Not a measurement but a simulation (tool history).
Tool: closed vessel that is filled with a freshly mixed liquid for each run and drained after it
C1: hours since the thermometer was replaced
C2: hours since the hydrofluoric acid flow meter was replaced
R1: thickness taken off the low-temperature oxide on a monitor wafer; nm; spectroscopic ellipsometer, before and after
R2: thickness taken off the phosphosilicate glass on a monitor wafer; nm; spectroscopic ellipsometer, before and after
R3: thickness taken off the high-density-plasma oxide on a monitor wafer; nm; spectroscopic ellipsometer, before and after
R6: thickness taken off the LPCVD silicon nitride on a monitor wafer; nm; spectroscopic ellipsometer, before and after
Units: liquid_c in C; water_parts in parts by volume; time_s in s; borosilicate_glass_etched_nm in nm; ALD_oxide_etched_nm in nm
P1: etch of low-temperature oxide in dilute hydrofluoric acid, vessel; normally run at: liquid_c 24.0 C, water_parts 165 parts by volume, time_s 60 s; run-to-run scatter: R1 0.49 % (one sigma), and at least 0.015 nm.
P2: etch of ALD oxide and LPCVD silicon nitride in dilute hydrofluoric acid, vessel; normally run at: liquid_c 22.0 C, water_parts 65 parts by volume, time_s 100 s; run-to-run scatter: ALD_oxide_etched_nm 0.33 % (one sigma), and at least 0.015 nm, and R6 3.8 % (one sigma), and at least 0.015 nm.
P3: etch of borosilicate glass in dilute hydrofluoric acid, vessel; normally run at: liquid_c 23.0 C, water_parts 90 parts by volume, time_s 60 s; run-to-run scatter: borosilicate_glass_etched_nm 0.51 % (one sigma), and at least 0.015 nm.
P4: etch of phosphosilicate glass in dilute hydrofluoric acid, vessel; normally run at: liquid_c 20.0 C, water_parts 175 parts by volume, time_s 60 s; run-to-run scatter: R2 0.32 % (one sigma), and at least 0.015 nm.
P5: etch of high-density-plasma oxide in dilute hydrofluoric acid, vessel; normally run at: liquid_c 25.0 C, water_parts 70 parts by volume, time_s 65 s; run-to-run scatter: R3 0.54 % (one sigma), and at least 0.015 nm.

run 1 day=0.458 | process=P1 liquid_c=24.0 water_parts=165 time_s=60 | C1=407.7 C2=539.9 | R1=8.5442
run 2 day=0.883 | process=P1 liquid_c=24.0 water_parts=165 time_s=60 | C1=417.9 C2=550.1 | R1=8.6338
run 3 day=1.225 | process=P1 liquid_c=24.0 water_parts=165 time_s=110 | C1=426.1 C2=558.3 | R1=15.7420
run 4 day=1.454 | process=P4 liquid_c=20.0 water_parts=175 time_s=60 | C1=431.6 C2=563.8 | R2=24.972
run 5 day=1.908 | process=P5 liquid_c=25.0 water_parts=115 time_s=65 | C1=442.5 C2=574.7 | R3=3.0574
run 6 day=2.338 | process=P1 liquid_c=24.0 water_parts=165 time_s=60 | C1=452.8 C2=585.0 | R1=8.5793
run 7 day=2.833 | process=P1 liquid_c=29.5 water_parts=100 time_s=60 | C1=464.7 C2=596.9 | R1=18.9260
run 8 day=3.129 | process=P3 liquid_c=23.0 water_parts=160 time_s=60 | C1=471.8 C2=604.0 | borosilicate_glass_etched_nm=14.231
run 9 day=3.388 | process=P5 liquid_c=25.0 water_parts=70 time_s=65 | C1=478.0 C2=610.2 | R3=5.3208
run 10 day=3.612 | process=P2 liquid_c=22.0 water_parts=65 time_s=180 | C1=483.4 C2=615.6 | ALD_oxide_etched_nm=36.688 R6=1.17550
run 11 day=4.071 | process=P1 liquid_c=24.0 water_parts=165 time_s=30 | C1=494.4 C2=626.6 | R1=4.2499
run 12 day=4.504 | process=P1 liquid_c=24.0 water_parts=165 time_s=60 | C1=504.8 C2=637.0 | R1=8.5162
run 13 day=4.854 | process=P1 liquid_c=24.0 water_parts=245 time_s=60 | C1=513.2 C2=645.4 | R1=5.3353
run 14 day=5.246 | process=P4 liquid_c=26.0 water_parts=175 time_s=60 | C1=522.6 C2=654.8 | R2=31.679
run 15 day=5.692 | process=P5 liquid_c=29.0 water_parts=70 time_s=65 | C1=533.3 C2=665.5 | R3=6.1630
run 16 day=6.062 | process=P2 liquid_c=22.0 water_parts=95 time_s=100 | C1=542.2 C2=674.4 | ALD_oxide_etched_nm=13.536 R6=0.46126
run 17 day=6.342 | process=P1 liquid_c=24.0 water_parts=30 time_s=60 | C1=548.9 C2=681.1 | R1=55.5760
run 18 day=6.825 | process=P3 liquid_c=23.0 water_parts=90 time_s=30 | C1=560.5 C2=692.7 | borosilicate_glass_etched_nm=13.737
run 19 day=7.121 | process=P1 liquid_c=31.5 water_parts=165 time_s=60 | C1=567.6 C2=699.8 | R1=11.2410
run 20 day=7.367 | process=P4 liquid_c=20.0 water_parts=175 time_s=30 | C1=573.5 C2=705.7 | R2=12.586
run 21 day=7.604 | process=P1 liquid_c=17.0 water_parts=165 time_s=60 | C1=579.2 C2=711.4 | R1=6.5351
run 22 day=8.058 | process=P2 liquid_c=28.5 water_parts=65 time_s=100 | C1=590.1 C2=722.3 | ALD_oxide_etched_nm=26.530 R6=0.98461
run 23 day=8.342 | process=P3 liquid_c=23.0 water_parts=90 time_s=60 | C1=596.9 C2=729.1 | borosilicate_glass_etched_nm=27.663
run 24 day=8.575 | process=P1 liquid_c=24.0 water_parts=165 time_s=60 | C1=602.5 C2=734.7 | R1=8.5280
run 25 day=8.967 | process=P5 liquid_c=25.0 water_parts=70 time_s=30 | C1=611.9 C2=744.1 | R3=2.4413
run 26 day=9.292 | process=P1 liquid_c=17.0 water_parts=165 time_s=105 | C1=619.7 C2=751.9 | R1=11.2660
run 27 day=9.712 | process=P1 liquid_c=24.0 water_parts=165 time_s=60 | C1=629.8 C2=762.0 | R1=8.5345
run 28 day=10.071 | process=P3 liquid_c=29.5 water_parts=90 time_s=60 | C1=638.4 C2=770.6 | borosilicate_glass_etched_nm=35.809
run 29 day=10.429 | process=P2 liquid_c=22.0 water_parts=65 time_s=100 | C1=647.0 C2=779.2 | ALD_oxide_etched_nm=20.437 R6=0.64840
run 30 day=10.708 | process=P4 liquid_c=20.0 water_parts=275 time_s=60 | C1=653.7 C2=785.9 | R2=14.595
run 31 day=11.183 | process=P1 liquid_c=24.0 water_parts=165 time_s=60 | C1=665.1 C2=797.3 | R1=8.5503
run 32 day=11.629 | process=P1 liquid_c=24.0 water_parts=165 time_s=60 | C1=675.8 C2=808.0 | R1=8.6304
run 33 day=11.854 | process=P1 liquid_c=24.0 water_parts=165 time_s=60 | C1=681.2 C2=813.4 | R1=8.4536
run 34 day=12.146 | process=P1 liquid_c=24.0 water_parts=165 time_s=60 | C1=688.2 C2=820.4 | R1=8.1701
run 35 day=12.617 | process=P1 liquid_c=24.0 water_parts=165 time_s=60 | C1=699.5 C2=831.7 | R1=8.0331
run 36 day=12.892 | process=P1 liquid_c=24.0 water_parts=165 time_s=60 | C1=706.1 C2=838.3 | R1=8.0104
run 37 day=13.238 | process=P1 liquid_c=24.0 water_parts=165 time_s=60 | C1=714.4 C2=846.6 | R1=8.0246
run 38 day=13.588 | process=P1 liquid_c=24.0 water_parts=165 time_s=60 | C1=722.8 C2=855.0 | R1=7.8689
run 39 day=14.004 | process=P1 liquid_c=24.0 water_parts=165 time_s=60 | C1=732.8 C2=865.0 | R1=7.8641
run 40 day=14.383 | process=P1 liquid_c=24.0 water_parts=165 time_s=60 | C1=741.9 C2=874.1 | R1=7.9103
run 41 day=14.833 | process=P1 liquid_c=24.0 water_parts=165 time_s=60 | C1=752.7 C2=884.9 | R1=7.8774

What P1 gives has crept away from where it was. These 2 causes fit the log equally well, each at the size given:
A: liquid colder than its thermometer reads (K) = 2.06
B: hydrofluoric acid flow below the setpoint (%) = 6.4
The creep began at about day 11.629.

4 check runs are offered, each on 5 wafers whose results are averaged, their results left as question marks. Which one tells the causes apart?
run check 1 day=15.283 | process=P3 liquid_c=29.0 water_parts=115 time_s=60 | borosilicate_glass_etched_nm=?
run check 2 day=15.283 | process=P2 liquid_c=26.0 water_parts=65 time_s=180 | ALD_oxide_etched_nm=? R6=?
run check 3 day=15.283 | process=P4 liquid_c=24.5 water_parts=175 time_s=30 | R2=?
run check 4 day=15.283 | process=P5 liquid_c=25.0 water_parts=110 time_s=65 | R3=?

What each check would give under each cause:
check=check_1 result=borosilicate_glass_etched_nm if_A=24.414 if_B=24.441
check=check_2 result=ALD_oxide_etched_nm if_A=39.850 if_B=40.291
check=check_2 result=R6 if_A=1.36970 if_B=1.47140
check=check_3 result=R2 if_A=13.773 if_B=13.750
check=check_4 result=R3 if_A=2.9687 if_B=2.9856
How far apart the two closest causes lie, in the result that separates them most: check 1 0.11 %; check 2 7.17 %; check 3 0.16 %; check 4 0.57 %
Only check 2 tells the causes apart: in the others they would give nearly the same result.

Then check 2 was run and gave: ALD_oxide_etched_nm 39.817 nm; R6 1.34630 nm. Which cause is it?

It is A: liquid colder than its thermometer reads (K).
